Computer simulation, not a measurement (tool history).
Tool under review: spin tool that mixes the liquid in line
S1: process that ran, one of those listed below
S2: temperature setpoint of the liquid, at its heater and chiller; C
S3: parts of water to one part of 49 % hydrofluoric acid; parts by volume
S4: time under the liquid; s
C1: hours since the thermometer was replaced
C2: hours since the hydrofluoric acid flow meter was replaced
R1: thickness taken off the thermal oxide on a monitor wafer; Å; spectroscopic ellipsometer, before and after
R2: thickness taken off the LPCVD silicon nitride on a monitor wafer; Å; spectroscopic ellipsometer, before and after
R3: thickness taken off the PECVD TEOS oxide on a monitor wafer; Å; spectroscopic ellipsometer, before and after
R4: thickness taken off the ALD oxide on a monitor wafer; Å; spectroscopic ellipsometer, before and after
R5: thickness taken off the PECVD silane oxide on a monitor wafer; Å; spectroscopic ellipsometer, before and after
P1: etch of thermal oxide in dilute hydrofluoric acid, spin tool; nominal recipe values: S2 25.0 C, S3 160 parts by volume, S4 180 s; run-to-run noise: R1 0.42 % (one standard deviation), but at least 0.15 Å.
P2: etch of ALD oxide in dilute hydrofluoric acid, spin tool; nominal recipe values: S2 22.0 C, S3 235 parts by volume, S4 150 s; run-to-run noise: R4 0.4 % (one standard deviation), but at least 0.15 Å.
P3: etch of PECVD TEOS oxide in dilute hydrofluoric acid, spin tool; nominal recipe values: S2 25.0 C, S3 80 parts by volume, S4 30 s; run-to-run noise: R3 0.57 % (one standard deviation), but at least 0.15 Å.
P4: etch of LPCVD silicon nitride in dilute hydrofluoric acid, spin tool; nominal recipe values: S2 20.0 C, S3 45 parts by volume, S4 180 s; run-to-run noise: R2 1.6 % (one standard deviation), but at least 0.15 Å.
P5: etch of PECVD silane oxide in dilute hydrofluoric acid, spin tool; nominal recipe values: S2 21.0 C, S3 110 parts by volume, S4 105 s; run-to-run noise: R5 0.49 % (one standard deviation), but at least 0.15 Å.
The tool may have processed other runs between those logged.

| run | day | S1 | S2 | S3 | S4 | C1 | C2 | R1 | R2 | R3 | R4 | R5 |
|---|---|---|---|---|---|---|---|---|---|---|---|---|
| 1 | 0.462 | P1 | 25.0 | 160 | 180 | 2187.6 | 391.1 | 53.356 |  |  |  |  |
| 2 | 0.833 | P1 | 25.0 | 55 | 180 | 2196.5 | 400.0 | 177.560 |  |  |  |  |
| 3 | 1.592 | P4 | 28.0 | 45 | 180 | 2214.7 | 418.2 |  | 24.1310 |  |  |  |
| 4 | 2.267 | P3 | 25.0 | 80 | 15 | 2230.9 | 434.4 |  |  | 45.508 |  |  |
| 5 | 2.779 | P4 | 20.0 | 70 | 180 | 2243.2 | 446.7 |  | 9.1808 |  |  |  |
| 6 | 3.250 | P3 | 25.0 | 80 | 30 | 2254.5 | 458.0 |  |  | 91.478 |  |  |
| 7 | 3.696 | P1 | 25.0 | 160 | 320 | 2265.2 | 468.7 | 95.934 |  |  |  |  |
| 8 | 4.371 | P3 | 25.0 | 135 | 30 | 2281.4 | 484.9 |  |  | 50.308 |  |  |
| 9 | 5.025 | P2 | 22.0 | 85 | 150 | 2297.1 | 500.6 |  |  |  | 321.670 |  |
| 10 | 5.529 | P4 | 20.0 | 45 | 180 | 2309.2 | 512.7 |  | 13.6770 |  |  |  |
| 11 | 6.129 | P1 | 31.5 | 160 | 45 | 2323.6 | 527.1 | 16.792 |  |  |  |  |
| 12 | 6.800 | P2 | 22.0 | 235 | 150 | 2339.7 | 543.2 |  |  |  | 98.559 |  |
| 13 | 7.250 | P4 | 20.0 | 45 | 360 | 2350.5 | 554.0 |  | 28.2910 |  |  |  |
| 14 | 7.671 | P1 | 25.0 | 55 | 20 | 2360.6 | 564.1 | 19.786 |  |  |  |  |
| 15 | 8.038 | P1 | 31.5 | 160 | 180 | 2369.4 | 572.9 | 67.634 |  |  |  |  |
| 16 | 8.458 | P2 | 22.0 | 235 | 150 | 2379.5 | 583.0 |  |  |  | 98.790 |  |
| 17 | 8.871 | P1 | 25.0 | 85 | 60 | 2389.4 | 592.9 | 36.829 |  |  |  |  |
| 18 | 9.583 | P5 | 21.0 | 110 | 105 | 2406.5 | 610.0 |  |  |  |  | 376.97 |
| 19 | 10.021 | P2 | 17.0 | 235 | 150 | 2417.0 | 620.5 |  |  |  | 82.385 |  |
| 20 | 10.542 | P2 | 22.0 | 235 | 295 | 2429.5 | 633.0 |  |  |  | 195.090 |  |
|  | 10.912 | hydrofluoric acid flow meter replaced |
| 21 | 11.258 | P1 | 25.0 | 160 | 180 | 2446.7 | 8.4 | 53.677 |  |  |  |  |
| 22 | 11.979 | P1 | 25.0 | 160 | 180 | 2464.0 | 25.7 | 53.531 |  |  |  |  |
| 23 | 12.404 | P1 | 25.0 | 160 | 180 | 2474.2 | 35.9 | 53.076 |  |  |  |  |
| 24 | 13.133 | P5 | 17.0 | 110 | 105 | 2491.7 | 53.4 |  |  |  |  | 322.01 |
| 25 | 13.758 | P1 | 25.0 | 290 | 180 | 2506.7 | 68.4 | 25.378 |  |  |  |  |
| 26 | 14.508 | P5 | 21.0 | 110 | 150 | 2524.7 | 86.4 |  |  |  |  | 540.82 |
| 27 | 15.154 | P3 | 32.5 | 80 | 30 | 2540.2 | 101.9 |  |  | 120.950 |  |  |
| 28 | 15.488 | P1 | 25.0 | 160 | 60 | 2548.2 | 109.9 | 18.114 |  |  |  |  |
| 29 | 15.950 | P1 | 18.0 | 160 | 180 | 2559.3 | 121.0 | 40.498 |  |  |  |  |
| 30 | 16.483 | P5 | 21.0 | 110 | 105 | 2572.1 | 133.8 |  |  |  |  | 379.40 |
| 31 | 16.896 | P5 | 21.0 | 200 | 105 | 2582.0 | 143.7 |  |  |  |  | 189.74 |
| 32 | 17.542 | P1 | 25.0 | 160 | 180 | 2597.5 | 159.2 | 53.290 |  |  |  |  |
| 33 | 18.150 | P1 | 25.0 | 160 | 180 | 2612.1 | 173.8 | 51.763 |  |  |  |  |
| 34 | 18.629 | P1 | 25.0 | 160 | 180 | 2623.6 | 185.3 | 51.193 |  |  |  |  |
| 35 | 19.029 | P1 | 25.0 | 160 | 180 | 2633.2 | 194.9 | 50.269 |  |  |  |  |
| 36 | 19.608 | P1 | 25.0 | 160 | 180 | 2647.1 | 208.8 | 49.846 |  |  |  |  |
| 37 | 20.104 | P1 | 25.0 | 160 | 180 | 2659.0 | 220.7 | 49.483 |  |  |  |  |
| 38 | 20.767 | P1 | 25.0 | 160 | 180 | 2674.9 | 236.6 | 48.867 |  |  |  |  |
| 39 | 21.358 | P1 | 25.0 | 160 | 180 | 2689.1 | 250.8 | 49.090 |  |  |  |  |
| 40 | 21.812 | P1 | 25.0 | 160 | 180 | 2700.0 | 261.7 | 49.080 |  |  |  |  |
| 41 | 22.375 | P1 | 25.0 | 160 | 180 | 2713.5 | 275.2 | 48.585 |  |  |  |  |

What P1 gives has crept off from where it sat before. The 2 causes that follow fit the log equally well, each at the size noted:
A: hydrofluoric acid flow below the setpoint (%) = 7.24
B: liquid colder than its thermometer reads (K) = 2.36
The gradual shift began around day 17.542.

You are offered 4 check runs, listed below with question marks in place of their results; each one averages 2 wafers. Which run separates the listed causes by giving clearly different results for each?
| check 1 | 22.938 | P4 | 27.5 | 45 | 335 |  |  |  | ? |  |  |  |
| check 2 | 22.938 | P5 | 17.0 | 175 | 105 |  |  |  |  |  |  | ? |
| check 3 | 22.938 | P3 | 25.0 | 105 | 15 |  |  |  |  | ? |  |  |
| check 4 | 22.938 | P2 | 17.0 | 235 | 275 |  |  |  |  |  | ? |  |

Expected result of each check under each candidate cause:
| check | result | if A | if B |
|---|---|---|---|
| check 1 | R2 | 40.2600 | 37.0530 |
| check 2 | R5 | 172.68 | 171.19 |
| check 3 | R3 | 30.922 | 30.677 |
| check 4 | R4 | 137.290 | 136.960 |
Distance between the nearest two causes, measured in the result of the check that separates them most: check 1 8.3 %; check 2 0.87 %; check 3 0.79 %; check 4 0.24 %
Check 1 tells the causes apart: in the others they would give nearly the same result.

Running check 1 produced the following: R2 40.1490 Å. Which one of the listed causes fits?

The correct cause is A, namely: hydrofluoric acid flow below the setpoint (%).
